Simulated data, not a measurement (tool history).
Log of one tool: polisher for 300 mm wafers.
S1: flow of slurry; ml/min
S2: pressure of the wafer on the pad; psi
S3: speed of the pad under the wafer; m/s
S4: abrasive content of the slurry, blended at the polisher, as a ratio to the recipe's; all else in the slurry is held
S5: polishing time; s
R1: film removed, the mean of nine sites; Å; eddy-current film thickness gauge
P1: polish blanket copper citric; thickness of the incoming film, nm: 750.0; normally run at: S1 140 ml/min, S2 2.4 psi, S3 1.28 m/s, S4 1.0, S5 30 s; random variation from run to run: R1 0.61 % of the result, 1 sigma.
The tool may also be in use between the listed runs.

Run 1, hour 15.3: S1 140 ml/min, S2 2.4 psi, S3 1.28 m/s, S4 1.0, S5 30 s. Result: R1 629.04 Å.
Run 2, hour 32.0: S1 140 ml/min, S2 2.4 psi, S3 2.02 m/s, S4 1.0, S5 30 s. Result: R1 987.53 Å.
Run 3, hour 44.8: S1 140 ml/min, S2 2.4 psi, S3 1.28 m/s, S4 1.0, S5 44 s. Result: R1 926.79 Å.
Run 4, hour 57.9: S1 140 ml/min, S2 1.2 psi, S3 1.28 m/s, S4 1.0, S5 30 s. Result: R1 319.23 Å.
Run 5, hour 68.6: S1 210 ml/min, S2 2.4 psi, S3 1.28 m/s, S4 1.0, S5 30 s. Result: R1 660.77 Å.
At hour 77.2: slurry blender recalibrated.
Run 6, hour 80.7: S1 140 ml/min, S2 2.4 psi, S3 1.28 m/s, S4 1.0, S5 16 s. Result: R1 331.85 Å.
Run 7, hour 97.7: S1 140 ml/min, S2 3.5 psi, S3 1.28 m/s, S4 1.0, S5 30 s. Result: R1 900.53 Å.
Run 8, hour 105.8: S1 140 ml/min, S2 3.7 psi, S3 0.68 m/s, S4 1.0, S5 30 s. Result: R1 509.82 Å.
At hour 121.6: head pressure recalibrated.
Run 9, hour 122.2: S1 85 ml/min, S2 2.4 psi, S3 1.28 m/s, S4 1.0, S5 30 s. Result: R1 559.75 Å.
Run 10, hour 135.1: S1 140 ml/min, S2 2.4 psi, S3 1.28 m/s, S4 1.0, S5 30 s. Result: R1 631.07 Å.
Run 11, hour 143.7: S1 140 ml/min, S2 2.4 psi, S3 1.28 m/s, S4 1.0, S5 30 s. Result: R1 630.81 Å.
Run 12, hour 155.6: S1 140 ml/min, S2 2.4 psi, S3 1.28 m/s, S4 1.0, S5 30 s. Result: R1 632.04 Å.
Run 13, hour 172.8: S1 140 ml/min, S2 2.4 psi, S3 1.28 m/s, S4 1.3, S5 30 s. Result: R1 659.54 Å.
Run 14, hour 183.4: S1 140 ml/min, S2 2.4 psi, S3 1.28 m/s, S4 1.0, S5 30 s. Result: R1 622.99 Å.
Run 15, hour 194.5: S1 140 ml/min, S2 2.4 psi, S3 0.76 m/s, S4 1.0, S5 30 s. Result: R1 378.78 Å.
At hour 197.8: worn pad replaced by a new one.
Run 16, hour 205.0: S1 140 ml/min, S2 2.4 psi, S3 1.28 m/s, S4 1.0, S5 30 s. Result: R1 623.26 Å.
Run 17, hour 212.5: S1 140 ml/min, S2 2.4 psi, S3 1.28 m/s, S4 0.7, S5 30 s. Result: R1 580.54 Å.

Forecast run 18:
Run 18, hour 222.3: S1 140 ml/min, S2 2.4 psi, S3 1.28 m/s, S4 1.0, S5 30 s. Result: R1 ?.

{"run 18": {"R1": 631.09}}

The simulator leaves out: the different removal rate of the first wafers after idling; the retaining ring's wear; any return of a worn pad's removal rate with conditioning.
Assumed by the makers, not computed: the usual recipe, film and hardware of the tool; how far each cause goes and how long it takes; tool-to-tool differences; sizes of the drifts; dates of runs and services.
